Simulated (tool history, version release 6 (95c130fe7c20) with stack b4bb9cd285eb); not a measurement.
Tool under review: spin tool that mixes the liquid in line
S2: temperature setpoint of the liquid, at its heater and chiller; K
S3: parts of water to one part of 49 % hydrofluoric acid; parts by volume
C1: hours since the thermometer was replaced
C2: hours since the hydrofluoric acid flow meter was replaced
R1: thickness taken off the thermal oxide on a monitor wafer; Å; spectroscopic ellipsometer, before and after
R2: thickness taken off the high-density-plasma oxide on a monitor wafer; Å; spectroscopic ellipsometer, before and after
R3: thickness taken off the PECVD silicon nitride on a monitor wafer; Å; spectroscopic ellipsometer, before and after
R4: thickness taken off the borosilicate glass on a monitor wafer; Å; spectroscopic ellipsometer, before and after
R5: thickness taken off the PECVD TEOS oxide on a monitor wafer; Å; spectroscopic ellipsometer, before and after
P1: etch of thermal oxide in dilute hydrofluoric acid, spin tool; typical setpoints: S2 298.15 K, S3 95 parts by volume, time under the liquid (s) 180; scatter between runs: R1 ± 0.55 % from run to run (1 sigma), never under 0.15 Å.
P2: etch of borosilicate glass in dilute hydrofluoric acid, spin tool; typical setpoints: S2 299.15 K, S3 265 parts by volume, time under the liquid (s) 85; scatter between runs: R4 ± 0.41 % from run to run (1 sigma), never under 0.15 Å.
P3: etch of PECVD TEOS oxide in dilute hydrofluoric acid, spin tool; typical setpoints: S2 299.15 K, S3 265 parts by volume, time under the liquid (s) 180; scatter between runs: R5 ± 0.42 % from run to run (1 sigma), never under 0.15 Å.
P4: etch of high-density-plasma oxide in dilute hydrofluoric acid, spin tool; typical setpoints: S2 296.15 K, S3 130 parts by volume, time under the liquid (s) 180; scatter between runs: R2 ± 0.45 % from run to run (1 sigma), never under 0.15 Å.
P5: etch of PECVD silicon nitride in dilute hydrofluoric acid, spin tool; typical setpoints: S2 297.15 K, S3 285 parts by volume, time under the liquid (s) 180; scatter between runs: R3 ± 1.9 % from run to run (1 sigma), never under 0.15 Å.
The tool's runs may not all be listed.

{"run": 1, "hour": 6.2, "process that ran": "P1", "S2": 298.15, "S3": 95, "time under the liquid (s)": 180, "C1": 752.3, "C2": 231.8, "R1": 92.43}
{"run": 2, "hour": 10.3, "process that ran": "P4", "S2": 296.15, "S3": 130, "time under the liquid (s)": 55, "C1": 756.4, "C2": 235.9, "R2": 20.938}
{"run": 3, "hour": 15.3, "process that ran": "P5", "S2": 290.65, "S3": 285, "time under the liquid (s)": 180, "C1": 761.4, "C2": 240.9, "R3": 8.0958}
{"run": 4, "hour": 18.6, "process that ran": "P2", "S2": 299.15, "S3": 55, "time under the liquid (s)": 85, "C1": 764.7, "C2": 244.2, "R4": 399.45}
{"run": 5, "hour": 24.0, "process that ran": "P3", "S2": 299.15, "S3": 265, "time under the liquid (s)": 70, "C1": 770.1, "C2": 249.6, "R5": 52.834}
{"run": 6, "hour": 28.4, "process that ran": "P2", "S2": 299.15, "S3": 265, "time under the liquid (s)": 85, "C1": 774.5, "C2": 254.0, "R4": 64.217}
{"run": 7, "hour": 33.5, "process that ran": "P2", "S2": 299.15, "S3": 265, "time under the liquid (s)": 170, "C1": 779.6, "C2": 259.1, "R4": 127.64}
{"run": 8, "hour": 38.1, "process that ran": "P1", "S2": 304.15, "S3": 95, "time under the liquid (s)": 180, "C1": 784.2, "C2": 263.7, "R1": 116.48}
{"run": 9, "hour": 42.0, "process that ran": "P4", "S2": 296.15, "S3": 130, "time under the liquid (s)": 180, "C1": 788.1, "C2": 267.6, "R2": 66.936}
{"run": 10, "hour": 48.9, "process that ran": "P1", "S2": 303.65, "S3": 145, "time under the liquid (s)": 180, "C1": 795.0, "C2": 274.5, "R1": 69.243}
{"run": 11, "hour": 54.1, "process that ran": "P1", "S2": 298.15, "S3": 95, "time under the liquid (s)": 180, "C1": 800.2, "C2": 279.7, "R1": 92.633}
{"run": 12, "hour": 58.3, "process that ran": "P1", "S2": 294.15, "S3": 55, "time under the liquid (s)": 180, "C1": 804.4, "C2": 283.9, "R1": 141.07}
{"run": 13, "hour": 62.4, "process that ran": "P4", "S2": 291.15, "S3": 130, "time under the liquid (s)": 180, "C1": 808.5, "C2": 288.0, "R2": 55.24}
{"run": 14, "hour": 68.0, "process that ran": "P1", "S2": 298.15, "S3": 95, "time under the liquid (s)": 180, "C1": 814.1, "C2": 293.6, "R1": 92.233}
{"run": 15, "hour": 71.4, "process that ran": "P5", "S2": 297.15, "S3": 285, "time under the liquid (s)": 180, "C1": 817.5, "C2": 297.0, "R3": 12.101}
{"run": 16, "hour": 77.9, "process that ran": "P1", "S2": 298.15, "S3": 40, "time under the liquid (s)": 180, "C1": 824.0, "C2": 303.5, "R1": 236.12}
{"run": 17, "hour": 84.6, "process that ran": "P1", "S2": 298.15, "S3": 95, "time under the liquid (s)": 180, "C1": 830.7, "C2": 310.2, "R1": 92.64}
{"run": 18, "hour": 88.2, "process that ran": "P1", "S2": 298.15, "S3": 95, "time under the liquid (s)": 310, "C1": 834.3, "C2": 313.8, "R1": 157.7}
{"run": 19, "hour": 91.8, "process that ran": "P1", "S2": 298.15, "S3": 95, "time under the liquid (s)": 180, "C1": 837.9, "C2": 317.4, "R1": 93.365}
{"run": 20, "hour": 95.9, "process that ran": "P1", "S2": 298.15, "S3": 95, "time under the liquid (s)": 180, "C1": 842.0, "C2": 321.5, "R1": 92.222}
{"run": 21, "hour": 100.9, "process that ran": "P3", "S2": 299.15, "S3": 265, "time under the liquid (s)": 180, "C1": 847.0, "C2": 326.5, "R5": 136.97}
{"run": 22, "hour": 107.8, "process that ran": "P3", "S2": 299.15, "S3": 50, "time under the liquid (s)": 180, "C1": 853.9, "C2": 333.4, "R5": 926.8}
{"run": 23, "hour": 112.5, "process that ran": "P1", "S2": 298.15, "S3": 130, "time under the liquid (s)": 180, "C1": 858.6, "C2": 338.1, "R1": 63.563}
{"run": 24, "hour": 116.8, "process that ran": "P4", "S2": 296.15, "S3": 130, "time under the liquid (s)": 180, "C1": 862.9, "C2": 342.4, "R2": 67.613}
{"run": 25, "hour": 119.9, "process that ran": "P3", "S2": 307.15, "S3": 265, "time under the liquid (s)": 180, "C1": 866.0, "C2": 345.5, "R5": 176.22}
{"run": 26, "hour": 123.3, "process that ran": "P5", "S2": 297.15, "S3": 80, "time under the liquid (s)": 180, "C1": 869.4, "C2": 348.9, "R3": 42.131}
{"run": 27, "hour": 130.0, "process that ran": "P4", "S2": 296.15, "S3": 210, "time under the liquid (s)": 180, "C1": 876.1, "C2": 355.6, "R2": 38.139}
{"run": 28, "hour": 136.8, "process that ran": "P1", "S2": 298.15, "S3": 95, "time under the liquid (s)": 45, "C1": 882.9, "C2": 362.4, "R1": 23.088}
{"run": 29, "hour": 142.0, "process that ran": "P2", "S2": 306.15, "S3": 265, "time under the liquid (s)": 85, "C1": 888.1, "C2": 367.6, "R4": 80.798}
{"hour": 147.3, "done": "hydrofluoric acid flow meter replaced"}
{"run": 30, "hour": 148.2, "process that ran": "P1", "S2": 293.65, "S3": 95, "time under the liquid (s)": 180, "C1": 894.3, "C2": 1.0, "R1": 77.084}
{"run": 31, "hour": 155.0, "process that ran": "P1", "S2": 298.15, "S3": 95, "time under the liquid (s)": 180, "C1": 901.1, "C2": 7.8, "R1": 92.934}
{"run": 32, "hour": 158.0, "process that ran": "P5", "S2": 297.15, "S3": 285, "time under the liquid (s)": 360, "C1": 904.1, "C2": 10.8, "R3": 23.957}
{"run": 33, "hour": 164.7, "process that ran": "P5", "S2": 297.15, "S3": 285, "time under the liquid (s)": 180, "C1": 910.8, "C2": 17.5, "R3": 12.266}
{"run": 34, "hour": 169.4, "process that ran": "P1", "S2": 298.15, "S3": 55, "time under the liquid (s)": 15, "C1": 915.5, "C2": 22.2, "R1": 13.889}
{"run": 35, "hour": 174.7, "process that ran": "P1", "S2": 298.15, "S3": 95, "time under the liquid (s)": 180, "C1": 920.8, "C2": 27.5, "R1": 92.928}
{"run": 36, "hour": 179.5, "process that ran": "P1", "S2": 298.15, "S3": 95, "time under the liquid (s)": 180, "C1": 925.6, "C2": 32.3, "R1": 95.664}
{"run": 37, "hour": 184.5, "process that ran": "P1", "S2": 298.15, "S3": 95, "time under the liquid (s)": 180, "C1": 930.6, "C2": 37.3, "R1": 98.952}
{"run": 38, "hour": 187.6, "process that ran": "P1", "S2": 298.15, "S3": 95, "time under the liquid (s)": 180, "C1": 933.7, "C2": 40.4, "R1": 99.428}
{"run": 39, "hour": 193.5, "process that ran": "P1", "S2": 298.15, "S3": 95, "time under the liquid (s)": 180, "C1": 939.6, "C2": 46.3, "R1": 100.49}
{"run": 40, "hour": 197.5, "process that ran": "P1", "S2": 298.15, "S3": 95, "time under the liquid (s)": 180, "C1": 943.6, "C2": 50.3, "R1": 101.17}
{"run": 41, "hour": 201.4, "process that ran": "P1", "S2": 298.15, "S3": 95, "time under the liquid (s)": 180, "C1": 947.5, "C2": 54.2, "R1": 100.88}
{"run": 42, "hour": 204.7, "process that ran": "P1", "S2": 298.15, "S3": 95, "time under the liquid (s)": 180, "C1": 950.8, "C2": 57.5, "R1": 101.9}
{"run": 43, "hour": 211.3, "process that ran": "P1", "S2": 298.15, "S3": 95, "time under the liquid (s)": 180, "C1": 957.4, "C2": 64.1, "R1": 101.44}

The output of P1 has drifted from where it used to be. Each of the 2 causes below, taken at the size shown beside it, accounts for the log equally well:
A: hydrofluoric acid flow above the setpoint (%) = 8.8
B: liquid hotter than its thermometer reads (K) = 2.42
The creep began at about hour 174.7.

Below are 4 check runs, each averaged over 5 wafers, with their results shown as question marks. Which of them would give clearly different results depending on which cause is behind the drift?
{"run": "check 1", "hour": 217.9, "process that ran": "P5", "S2": 297.15, "S3": 140, "time under the liquid (s)": 260, "R3": "?"}
{"run": "check 2", "hour": 217.9, "process that ran": "P4", "S2": 296.15, "S3": 130, "time under the liquid (s)": 75, "R2": "?"}
{"run": "check 3", "hour": 217.9, "process that ran": "P2", "S2": 299.15, "S3": 105, "time under the liquid (s)": 135, "R4": "?"}
{"run": "check 4", "hour": 217.9, "process that ran": "P3", "S2": 299.15, "S3": 65, "time under the liquid (s)": 180, "R5": "?"}

Expected result of each check under each candidate cause:
check=check_1 result=R3 if_A=38.4480 if_B=41.3080
check=check_2 result=R2 if_A=30.719 if_B=30.632
check=check_3 result=R4 if_A=340.130 if_B=339.280
check=check_4 result=R5 if_A=766.350 if_B=769.620
Per-check spread between the two closest causes, in the result where they differ most: check 1 7.18 %; check 2 0.28 %; check 3 0.25 %; check 4 0.43 %
Check 1 is the one run that separates the causes; every other check would come out nearly the same whichever cause is at work.

Check 1 was carried out, with these results: R3 38.3100 Å. Which of the listed causes is responsible?

Of the candidate causes, it is A: hydrofluoric acid flow above the setpoint (%).
